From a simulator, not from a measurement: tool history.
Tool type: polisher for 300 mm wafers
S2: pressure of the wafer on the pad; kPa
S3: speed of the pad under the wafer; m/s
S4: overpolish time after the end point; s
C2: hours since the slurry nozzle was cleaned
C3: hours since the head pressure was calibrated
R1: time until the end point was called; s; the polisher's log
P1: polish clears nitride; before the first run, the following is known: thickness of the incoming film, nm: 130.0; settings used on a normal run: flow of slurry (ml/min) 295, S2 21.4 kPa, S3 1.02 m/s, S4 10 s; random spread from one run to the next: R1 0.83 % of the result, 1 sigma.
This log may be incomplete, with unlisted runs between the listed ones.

{"run": 1, "hour": 9.5, "flow of slurry (ml/min)": 295, "S2": 21.4, "S3": 1.02, "S4": 10, "wafers polished on this pad": 510, "C2": 96.1, "C3": 710.5, "R1": 143.12}
{"run": 2, "hour": 16.9, "flow of slurry (ml/min)": 295, "S2": 33.1, "S3": 1.02, "S4": 10, "wafers polished on this pad": 569, "C2": 103.5, "C3": 717.9, "R1": 93.154}
{"run": 3, "hour": 28.1, "flow of slurry (ml/min)": 295, "S2": 10.3, "S3": 1.02, "S4": 10, "wafers polished on this pad": 658, "C2": 114.7, "C3": 729.1, "R1": 296.26}
{"run": 4, "hour": 39.4, "flow of slurry (ml/min)": 295, "S2": 21.4, "S3": 1.02, "S4": 10, "wafers polished on this pad": 748, "C2": 126.0, "C3": 740.4, "R1": 146.41}
{"run": 5, "hour": 50.8, "flow of slurry (ml/min)": 295, "S2": 21.4, "S3": 1.02, "S4": 10, "wafers polished on this pad": 839, "C2": 137.4, "C3": 751.8, "R1": 145.32}
{"run": 6, "hour": 60.9, "flow of slurry (ml/min)": 295, "S2": 21.4, "S3": 1.02, "S4": 16, "wafers polished on this pad": 919, "C2": 147.5, "C3": 761.9, "R1": 144.3}
{"run": 7, "hour": 73.3, "flow of slurry (ml/min)": 295, "S2": 21.4, "S3": 1.02, "S4": 10, "wafers polished on this pad": 1018, "C2": 159.9, "C3": 774.3, "R1": 145.12}
{"run": 8, "hour": 83.9, "flow of slurry (ml/min)": 455, "S2": 21.4, "S3": 1.02, "S4": 10, "wafers polished on this pad": 1102, "C2": 170.5, "C3": 784.9, "R1": 140.79}
{"run": 9, "hour": 91.0, "flow of slurry (ml/min)": 295, "S2": 33.1, "S3": 1.02, "S4": 4, "wafers polished on this pad": 1159, "C2": 177.6, "C3": 792.0, "R1": 93.087}
{"run": 10, "hour": 97.4, "flow of slurry (ml/min)": 435, "S2": 21.4, "S3": 1.02, "S4": 19, "wafers polished on this pad": 1209, "C2": 184.0, "C3": 798.4, "R1": 139.36}
{"run": 11, "hour": 106.9, "flow of slurry (ml/min)": 295, "S2": 21.4, "S3": 1.02, "S4": 10, "wafers polished on this pad": 1285, "C2": 193.5, "C3": 807.9, "R1": 143.55}
{"run": 12, "hour": 119.7, "flow of slurry (ml/min)": 295, "S2": 21.4, "S3": 1.02, "S4": 10, "wafers polished on this pad": 1387, "C2": 206.3, "C3": 820.7, "R1": 145.12}
{"run": 13, "hour": 133.8, "flow of slurry (ml/min)": 295, "S2": 21.4, "S3": 1.02, "S4": 3, "wafers polished on this pad": 1499, "C2": 220.4, "C3": 834.8, "R1": 144.41}
{"run": 14, "hour": 143.2, "flow of slurry (ml/min)": 295, "S2": 21.4, "S3": 0.46, "S4": 10, "wafers polished on this pad": 1574, "C2": 229.8, "C3": 844.2, "R1": 321.72}
{"run": 15, "hour": 152.6, "flow of slurry (ml/min)": 295, "S2": 21.4, "S3": 1.02, "S4": 10, "wafers polished on this pad": 1649, "C2": 239.2, "C3": 853.6, "R1": 143.97}
{"run": 16, "hour": 165.3, "flow of slurry (ml/min)": 175, "S2": 21.4, "S3": 1.02, "S4": 10, "wafers polished on this pad": 1750, "C2": 251.9, "C3": 866.3, "R1": 153.76}
{"run": 17, "hour": 177.8, "flow of slurry (ml/min)": 295, "S2": 21.4, "S3": 1.28, "S4": 10, "wafers polished on this pad": 1849, "C2": 264.4, "C3": 878.8, "R1": 115.01}

Run 18, settings as shown, results not yet in. Your forecast:
{"run": 18, "hour": 185.2, "flow of slurry (ml/min)": 295, "S2": 21.4, "S3": 1.02, "S4": 10, "wafers polished on this pad": 1908, "C2": 271.8, "C3": 886.2, "R1": "?"}

Run 18 measured R1 145.440 s.
